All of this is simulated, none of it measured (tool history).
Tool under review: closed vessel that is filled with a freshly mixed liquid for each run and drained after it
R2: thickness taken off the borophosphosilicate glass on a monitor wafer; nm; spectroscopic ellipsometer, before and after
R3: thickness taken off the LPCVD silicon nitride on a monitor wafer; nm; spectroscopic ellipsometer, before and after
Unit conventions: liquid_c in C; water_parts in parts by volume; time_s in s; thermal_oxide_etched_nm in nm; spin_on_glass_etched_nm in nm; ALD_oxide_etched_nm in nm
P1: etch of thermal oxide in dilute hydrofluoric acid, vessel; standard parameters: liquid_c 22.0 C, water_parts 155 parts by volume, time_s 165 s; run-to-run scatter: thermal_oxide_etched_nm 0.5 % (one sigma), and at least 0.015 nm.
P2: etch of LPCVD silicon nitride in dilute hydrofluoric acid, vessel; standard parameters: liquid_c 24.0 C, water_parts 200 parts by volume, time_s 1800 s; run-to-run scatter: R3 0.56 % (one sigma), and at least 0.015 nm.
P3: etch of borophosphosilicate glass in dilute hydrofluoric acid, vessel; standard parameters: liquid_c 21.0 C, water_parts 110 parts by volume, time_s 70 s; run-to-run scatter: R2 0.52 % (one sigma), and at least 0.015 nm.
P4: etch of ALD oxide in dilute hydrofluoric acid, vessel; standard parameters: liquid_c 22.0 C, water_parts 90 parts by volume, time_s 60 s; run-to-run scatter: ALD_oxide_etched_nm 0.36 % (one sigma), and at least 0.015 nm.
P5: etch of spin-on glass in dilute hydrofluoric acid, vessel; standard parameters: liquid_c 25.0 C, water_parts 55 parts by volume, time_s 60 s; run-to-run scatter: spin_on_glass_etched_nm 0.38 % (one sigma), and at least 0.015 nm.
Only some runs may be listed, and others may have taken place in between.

Run 1, day 0.567: process P1, liquid_c 22.0 C, water_parts 155 parts by volume, time_s 165 s. Result: thermal_oxide_etched_nm 4.35560 nm.
Run 2, day 1.296: process P3, liquid_c 26.0 C, water_parts 110 parts by volume, time_s 70 s. Result: R2 38.936 nm.
Run 3, day 1.658: process P1, liquid_c 22.0 C, water_parts 155 parts by volume, time_s 165 s. Result: thermal_oxide_etched_nm 4.34740 nm.
Run 4, day 2.358: process P2, liquid_c 24.0 C, water_parts 75 parts by volume, time_s 1800 s. Result: R3 11.2120 nm.
Run 5, day 3.062: process P2, liquid_c 29.5 C, water_parts 200 parts by volume, time_s 1800 s. Result: R3 6.0257 nm.
Run 6, day 3.579: process P3, liquid_c 21.0 C, water_parts 110 parts by volume, time_s 70 s. Result: R2 32.103 nm.
Run 7, day 4.283: process P5, liquid_c 25.0 C, water_parts 55 parts by volume, time_s 30 s. Result: spin_on_glass_etched_nm 21.210 nm.
Run 8, day 4.962: process P1, liquid_c 22.0 C, water_parts 155 parts by volume, time_s 320 s. Result: thermal_oxide_etched_nm 8.37220 nm.
Run 9, day 5.467: process P5, liquid_c 25.0 C, water_parts 20 parts by volume, time_s 60 s. Result: spin_on_glass_etched_nm 123.110 nm.
Run 10, day 6.233: process P1, liquid_c 28.5 C, water_parts 155 parts by volume, time_s 80 s. Result: thermal_oxide_etched_nm 2.73310 nm.
Run 11, day 6.658: process P1, liquid_c 22.0 C, water_parts 40 parts by volume, time_s 165 s. Result: thermal_oxide_etched_nm 19.28700 nm.
Run 12, day 7.204: process P4, liquid_c 22.0 C, water_parts 90 parts by volume, time_s 60 s. Result: ALD_oxide_etched_nm 9.4149 nm.
Run 13, day 7.833: process P5, liquid_c 17.5 C, water_parts 55 parts by volume, time_s 60 s. Result: spin_on_glass_etched_nm 30.780 nm.
Run 14, day 8.462: process P1, liquid_c 22.0 C, water_parts 155 parts by volume, time_s 165 s. Result: thermal_oxide_etched_nm 4.38370 nm.
Run 15, day 9.196: process P1, liquid_c 22.0 C, water_parts 155 parts by volume, time_s 165 s. Result: thermal_oxide_etched_nm 4.34890 nm.
Run 16, day 9.650: process P4, liquid_c 22.0 C, water_parts 90 parts by volume, time_s 95 s. Result: ALD_oxide_etched_nm 14.9030 nm.
Run 17, day 10.446: process P1, liquid_c 17.0 C, water_parts 155 parts by volume, time_s 165 s. Result: thermal_oxide_etched_nm 3.53790 nm.
Run 18, day 11.029: process P5, liquid_c 25.0 C, water_parts 55 parts by volume, time_s 60 s. Result: spin_on_glass_etched_nm 42.258 nm.
Run 19, day 11.721: process P1, liquid_c 22.0 C, water_parts 240 parts by volume, time_s 165 s. Result: thermal_oxide_etched_nm 2.55650 nm.
Run 20, day 12.129: process P2, liquid_c 24.0 C, water_parts 200 parts by volume, time_s 635 s. Result: R3 1.5032 nm.
Run 21, day 12.500: process P1, liquid_c 22.0 C, water_parts 155 parts by volume, time_s 30 s. Result: thermal_oxide_etched_nm 0.76568 nm.

Expected results for the next run?
Run 22, day 13.008: process P5, liquid_c 25.0 C, water_parts 55 parts by volume, time_s 60 s. Result: spin_on_glass_etched_nm ?.

{"run 22": {"spin_on_glass_etched_nm": 42.346}}
